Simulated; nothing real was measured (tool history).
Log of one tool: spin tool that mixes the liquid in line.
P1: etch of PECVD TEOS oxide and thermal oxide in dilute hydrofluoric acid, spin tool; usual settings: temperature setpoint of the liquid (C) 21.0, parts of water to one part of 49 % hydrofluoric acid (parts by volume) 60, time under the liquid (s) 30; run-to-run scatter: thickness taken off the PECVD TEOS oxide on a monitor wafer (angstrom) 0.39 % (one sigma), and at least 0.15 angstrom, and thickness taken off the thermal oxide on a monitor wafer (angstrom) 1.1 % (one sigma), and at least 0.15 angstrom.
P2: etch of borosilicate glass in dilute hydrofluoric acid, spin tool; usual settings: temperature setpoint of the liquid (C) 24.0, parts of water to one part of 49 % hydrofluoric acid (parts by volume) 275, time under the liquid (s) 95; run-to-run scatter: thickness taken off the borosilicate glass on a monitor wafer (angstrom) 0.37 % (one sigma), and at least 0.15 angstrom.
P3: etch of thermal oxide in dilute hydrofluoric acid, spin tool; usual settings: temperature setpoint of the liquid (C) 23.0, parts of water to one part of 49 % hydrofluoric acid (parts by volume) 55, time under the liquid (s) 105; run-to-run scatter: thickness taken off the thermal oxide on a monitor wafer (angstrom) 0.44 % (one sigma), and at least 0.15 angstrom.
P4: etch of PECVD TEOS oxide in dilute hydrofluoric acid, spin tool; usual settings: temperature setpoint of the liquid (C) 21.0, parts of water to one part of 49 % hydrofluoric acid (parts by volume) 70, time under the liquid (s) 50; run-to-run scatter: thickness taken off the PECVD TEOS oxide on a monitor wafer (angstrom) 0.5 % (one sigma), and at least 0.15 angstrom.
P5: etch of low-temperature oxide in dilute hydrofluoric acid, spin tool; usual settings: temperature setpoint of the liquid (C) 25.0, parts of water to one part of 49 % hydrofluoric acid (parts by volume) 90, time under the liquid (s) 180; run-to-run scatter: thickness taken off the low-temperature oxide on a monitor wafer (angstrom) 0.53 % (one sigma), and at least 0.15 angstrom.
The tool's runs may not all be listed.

run     day  process that ran  temperature setpoint of the liquid (C)  parts of water to one part of 49 % hydrofluoric acid (parts by volume)  time under the liquid (s)  thickness taken off the PECVD TEOS oxide on a monitor wafer (angstrom)  thickness taken off the thermal oxide on a monitor wafer (angstrom)  thickness taken off the borosilicate glass on a monitor wafer (angstrom)  thickness taken off the low-temperature oxide on a monitor wafer (angstrom)
  1   0.629                P1                                    21.0                                                                      60                         30                                                                 124.790                                                               23.342
  2   1.046                P1                                    21.0                                                                      60                         30                                                                 125.270                                                               23.008
  3   1.642                P1                                    25.5                                                                      60                         50                                                                 251.370                                                               46.732
  4   1.983                P2                                    24.0                                                                     275                         15                                                                                                                                                                                                                 11.057
  5   2.433                P3                                    17.5                                                                      55                        105                                                                                                                                       66.943
  6   2.875                P1                                    21.0                                                                     100                         30                                                                  71.462                                                               13.246
  7   3.275                P1                                    21.0                                                                      25                         15                                                                 157.970                                                               29.549
  8   3.704                P1                                    21.0                                                                      60                         55                                                                 227.040                                                               42.351
  9   4.067                P5                                    30.0                                                                      90                        180                                                                                                                                                                                                                                                                                              581.63
 10   4.529                P3                                    23.0                                                                      55                        105                                                                                                                                       84.591
 11   5.246                P1                                    21.0                                                                      20                         30                                                                 392.930                                                               73.805
 12   5.867                P4                                    21.0                                                                      70                         50                                                                  88.326
 13   6.400                P1                                    21.0                                                                      60                         30                                                                 124.500                                                               23.841
 14   7.100                P2                                    31.0                                                                     275                         95                                                                                                                                                                                                                 88.864
 15   7.729                P3                                    23.0                                                                      30                        105                                                                                                                                      158.930
 16   8.421                P1                                    21.0                                                                      60                         15                                                                  62.358                                                               11.724
 17   8.917                P4                                    21.0                                                                      70                         15                                                                  26.537
 18   9.446                P5                                    25.0                                                                      40                        180                                                                                                                                                                                                                                                                                             1148.00
 19  10.054                P2                                    24.0                                                                     275                         95                                                                                                                                                                                                                 69.904
 20  10.762                P3                                    23.0                                                                      55                         20                                                                                                                                       15.964
 21  11.446                P1                                    17.0                                                                      60                         30                                                                 104.800                                                               19.607
 22  12.000                P2                                    24.0                                                                     415                         95                                                                                                                                                                                                                 40.716
 23  12.542                P5                                    25.0                                                                      90                        180                                                                                                                                                                                                                                                                                              481.17
 24  12.967                P4                                    17.0                                                                      70                         50                                                                  74.880
 25  13.554                P5                                    25.0                                                                      90                        180                                                                                                                                                                                                                                                                                              480.06
     13.662  -- hydrofluoric acid flow meter replaced
 26  13.879                P1                                    21.0                                                                      60                         30                                                                 123.990                                                               23.438
 27  14.312                P4                                    21.0                                                                     125                         50                                                                  46.088
 28  14.738                P1                                    21.0                                                                      60                         30                                                                 124.470                                                               22.853

Run 29 comes next. What will it give?
 29  15.162                P2                                    24.0                                                                     275                         95                                                                                                                                                                                                                      ?

Run 29 gave thickness taken off the borosilicate glass on a monitor wafer (angstrom) 69.931.

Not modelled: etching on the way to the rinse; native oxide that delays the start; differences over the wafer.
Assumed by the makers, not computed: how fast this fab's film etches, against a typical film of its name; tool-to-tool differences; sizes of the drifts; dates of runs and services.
